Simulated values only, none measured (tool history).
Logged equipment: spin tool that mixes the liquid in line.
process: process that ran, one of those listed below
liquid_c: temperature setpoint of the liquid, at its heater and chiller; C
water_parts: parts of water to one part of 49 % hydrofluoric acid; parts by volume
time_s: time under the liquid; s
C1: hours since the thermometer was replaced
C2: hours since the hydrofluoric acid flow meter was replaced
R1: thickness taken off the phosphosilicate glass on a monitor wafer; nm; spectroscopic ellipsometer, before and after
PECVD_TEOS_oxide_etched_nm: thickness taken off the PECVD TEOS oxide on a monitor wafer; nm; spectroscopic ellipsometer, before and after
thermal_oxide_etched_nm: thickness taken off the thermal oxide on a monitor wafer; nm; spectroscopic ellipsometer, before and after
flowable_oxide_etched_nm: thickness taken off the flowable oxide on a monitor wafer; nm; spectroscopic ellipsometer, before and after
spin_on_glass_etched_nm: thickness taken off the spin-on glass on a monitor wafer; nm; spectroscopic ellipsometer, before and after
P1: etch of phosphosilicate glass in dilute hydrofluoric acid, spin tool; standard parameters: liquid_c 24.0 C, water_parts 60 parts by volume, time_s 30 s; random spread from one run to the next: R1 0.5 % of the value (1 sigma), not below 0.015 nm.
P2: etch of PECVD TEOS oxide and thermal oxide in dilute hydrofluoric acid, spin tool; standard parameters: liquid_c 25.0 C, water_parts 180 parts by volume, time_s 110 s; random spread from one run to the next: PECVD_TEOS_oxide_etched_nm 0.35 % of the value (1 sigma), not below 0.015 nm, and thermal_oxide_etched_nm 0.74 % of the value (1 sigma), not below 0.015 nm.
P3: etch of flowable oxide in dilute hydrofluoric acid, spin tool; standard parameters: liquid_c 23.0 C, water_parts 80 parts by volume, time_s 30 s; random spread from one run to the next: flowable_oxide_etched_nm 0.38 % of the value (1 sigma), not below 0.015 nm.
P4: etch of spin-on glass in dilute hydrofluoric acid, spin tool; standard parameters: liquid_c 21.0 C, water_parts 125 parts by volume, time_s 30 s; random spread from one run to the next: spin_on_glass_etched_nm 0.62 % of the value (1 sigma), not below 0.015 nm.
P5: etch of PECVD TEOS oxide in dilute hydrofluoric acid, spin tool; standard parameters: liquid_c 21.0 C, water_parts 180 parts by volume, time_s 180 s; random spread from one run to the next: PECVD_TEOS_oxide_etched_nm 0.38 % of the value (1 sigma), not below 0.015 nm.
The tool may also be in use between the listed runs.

run 1 hour=8.8 | process=P1 liquid_c=24.0 water_parts=60 time_s=30 | C1=509.6 C2=588.4 | R1=82.880
run 2 hour=13.4 | process=P2 liquid_c=25.0 water_parts=60 time_s=110 | C1=514.2 C2=593.0 | PECVD_TEOS_oxide_etched_nm=24.2370 thermal_oxide_etched_nm=9.5393
run 3 hour=19.4 | process=P1 liquid_c=24.0 water_parts=60 time_s=30 | C1=520.2 C2=599.0 | R1=83.338
run 4 hour=24.4 | process=P1 liquid_c=24.0 water_parts=60 time_s=30 | C1=525.2 C2=604.0 | R1=83.574
run 5 hour=29.6 | process=P3 liquid_c=18.5 water_parts=80 time_s=30 | C1=530.4 C2=609.2 | flowable_oxide_etched_nm=13.0940
run 6 hour=36.8 | process=P1 liquid_c=24.0 water_parts=60 time_s=30 | C1=537.6 C2=616.4 | R1=83.158
run 7 hour=41.5 | process=P4 liquid_c=21.0 water_parts=125 time_s=15 | C1=542.3 C2=621.1 | spin_on_glass_etched_nm=2.5667
run 8 hour=47.6 | process=P4 liquid_c=17.0 water_parts=125 time_s=30 | C1=548.4 C2=627.2 | spin_on_glass_etched_nm=4.4056
run 9 hour=51.8 | process=P1 liquid_c=24.0 water_parts=60 time_s=30 | C1=552.6 C2=631.4 | R1=83.317
run 10 hour=58.0 | process=P5 liquid_c=29.0 water_parts=180 time_s=180 | C1=558.8 C2=637.6 | PECVD_TEOS_oxide_etched_nm=15.4380
run 11 hour=66.4 | process=P4 liquid_c=21.0 water_parts=195 time_s=30 | C1=567.2 C2=646.0 | spin_on_glass_etched_nm=3.0738
run 12 hour=74.4 | process=P2 liquid_c=29.0 water_parts=180 time_s=110 | C1=575.2 C2=654.0 | PECVD_TEOS_oxide_etched_nm=8.0391 thermal_oxide_etched_nm=3.1807
run 13 hour=79.0 | process=P1 liquid_c=24.0 water_parts=20 time_s=30 | C1=579.8 C2=658.6 | R1=261.520
run 14 hour=87.7 | process=P5 liquid_c=21.0 water_parts=310 time_s=180 | C1=588.5 C2=667.3 | PECVD_TEOS_oxide_etched_nm=5.9164
run 15 hour=92.8 | process=P4 liquid_c=21.0 water_parts=125 time_s=30 | C1=593.6 C2=672.4 | spin_on_glass_etched_nm=5.1584
-- hour=98.2 thermometer replaced
run 16 hour=98.6 | process=P1 liquid_c=24.0 water_parts=60 time_s=30 | C1=0.5 C2=678.2 | R1=83.107
run 17 hour=106.5 | process=P3 liquid_c=23.0 water_parts=80 time_s=15 | C1=8.4 C2=686.1 | flowable_oxide_etched_nm=7.9188
run 18 hour=110.6 | process=P3 liquid_c=23.0 water_parts=20 time_s=30 | C1=12.5 C2=690.2 | flowable_oxide_etched_nm=68.0310
run 19 hour=116.5 | process=P1 liquid_c=24.0 water_parts=60 time_s=15 | C1=18.4 C2=696.1 | R1=41.574
run 20 hour=123.3 | process=P1 liquid_c=29.5 water_parts=60 time_s=30 | C1=25.2 C2=702.9 | R1=103.330
run 21 hour=130.9 | process=P1 liquid_c=24.0 water_parts=60 time_s=50 | C1=32.8 C2=710.5 | R1=138.280
run 22 hour=139.7 | process=P1 liquid_c=24.0 water_parts=85 time_s=30 | C1=41.6 C2=719.3 | R1=57.004
run 23 hour=144.3 | process=P1 liquid_c=24.0 water_parts=60 time_s=30 | C1=46.2 C2=723.9 | R1=82.942
run 24 hour=150.8 | process=P1 liquid_c=17.0 water_parts=95 time_s=30 | C1=52.7 C2=730.4 | R1=37.486
run 25 hour=159.6 | process=P3 liquid_c=23.0 water_parts=80 time_s=30 | C1=61.5 C2=739.2 | flowable_oxide_etched_nm=15.7460
run 26 hour=165.4 | process=P1 liquid_c=30.0 water_parts=20 time_s=30 | C1=67.3 C2=745.0 | R1=338.320
run 27 hour=172.4 | process=P5 liquid_c=21.0 water_parts=180 time_s=180 | C1=74.3 C2=752.0 | PECVD_TEOS_oxide_etched_nm=11.5790
run 28 hour=179.2 | process=P1 liquid_c=17.0 water_parts=60 time_s=30 | C1=81.1 C2=758.8 | R1=61.906
run 29 hour=183.1 | process=P5 liquid_c=21.0 water_parts=180 time_s=40 | C1=85.0 C2=762.7 | PECVD_TEOS_oxide_etched_nm=2.5700
run 30 hour=191.3 | process=P2 liquid_c=25.0 water_parts=180 time_s=180 | C1=93.2 C2=770.9 | PECVD_TEOS_oxide_etched_nm=11.3300 thermal_oxide_etched_nm=4.4302
run 31 hour=196.5 | process=P2 liquid_c=25.0 water_parts=180 time_s=110 | C1=98.4 C2=776.1 | PECVD_TEOS_oxide_etched_nm=6.9133 thermal_oxide_etched_nm=2.7567
run 32 hour=202.8 | process=P2 liquid_c=25.0 water_parts=180 time_s=110 | C1=104.7 C2=782.4 | PECVD_TEOS_oxide_etched_nm=6.9551 thermal_oxide_etched_nm=2.7549
run 33 hour=206.9 | process=P1 liquid_c=24.0 water_parts=60 time_s=30 | C1=108.8 C2=786.5 | R1=83.493
run 34 hour=215.3 | process=P1 liquid_c=24.0 water_parts=60 time_s=30 | C1=117.2 C2=794.9 | R1=86.274
run 35 hour=224.3 | process=P1 liquid_c=24.0 water_parts=60 time_s=30 | C1=126.2 C2=803.9 | R1=88.704
run 36 hour=231.0 | process=P1 liquid_c=24.0 water_parts=60 time_s=30 | C1=132.9 C2=810.6 | R1=89.258
run 37 hour=239.6 | process=P1 liquid_c=24.0 water_parts=60 time_s=30 | C1=141.5 C2=819.2 | R1=91.199
run 38 hour=244.5 | process=P1 liquid_c=24.0 water_parts=60 time_s=30 | C1=146.4 C2=824.1 | R1=91.316
run 39 hour=252.8 | process=P1 liquid_c=24.0 water_parts=60 time_s=30 | C1=154.7 C2=832.4 | R1=90.630
run 40 hour=257.0 | process=P1 liquid_c=24.0 water_parts=60 time_s=30 | C1=158.9 C2=836.6 | R1=91.315
run 41 hour=264.9 | process=P1 liquid_c=24.0 water_parts=60 time_s=30 | C1=166.8 C2=844.5 | R1=91.023
run 42 hour=273.4 | process=P1 liquid_c=24.0 water_parts=60 time_s=30 | C1=175.3 C2=853.0 | R1=91.968
run 43 hour=280.3 | process=P1 liquid_c=24.0 water_parts=60 time_s=30 | C1=182.2 C2=859.9 | R1=91.808

The output of P1 has drifted from where it used to be. Each of the 2 causes below, taken at the size shown beside it, accounts for the log equally well:
A: liquid hotter than its thermometer reads (K) = 2.43
B: hydrofluoric acid flow above the setpoint (%) = 9.56
The process output started creeping at around hour 206.9.

Which of the 4 check runs listed below separates the causes, so that each cause would produce a clearly different result? Each run uses one wafer, and its results are marked with question marks.
run check 1 hour=287.2 | process=P4 liquid_c=17.0 water_parts=125 time_s=15 | spin_on_glass_etched_nm=?
run check 2 hour=287.2 | process=P5 liquid_c=27.5 water_parts=245 time_s=180 | PECVD_TEOS_oxide_etched_nm=?
run check 3 hour=287.2 | process=P2 liquid_c=25.0 water_parts=100 time_s=110 | PECVD_TEOS_oxide_etched_nm=? thermal_oxide_etched_nm=?
run check 4 hour=287.2 | process=P3 liquid_c=23.0 water_parts=30 time_s=30 | flowable_oxide_etched_nm=?

How each check would come out, cause by cause:
check=check_1 result=spin_on_glass_etched_nm if_A=2.4097 if_B=2.4156
check=check_2 result=PECVD_TEOS_oxide_etched_nm if_A=10.9150 if_B=11.2780
check=check_3 result=PECVD_TEOS_oxide_etched_nm if_A=15.1110 if_B=15.2330
check=check_3 result=thermal_oxide_etched_nm if_A=6.0099 if_B=6.0585
check=check_4 result=flowable_oxide_etched_nm if_A=49.6720 if_B=49.3410
Minimum pairwise separation of causes per check, each pair taken at its best-separating result: check 1 0.25 %; check 2 3.27 %; check 3 0.81 %; check 4 0.67 %
The other checks would show nearly matching results whichever cause is true, so check 2 is the only one that separates the causes.

Check 2 was then run and gave: PECVD_TEOS_oxide_etched_nm 10.9270 nm. Which cause is it?

It is A: liquid hotter than its thermometer reads (K).
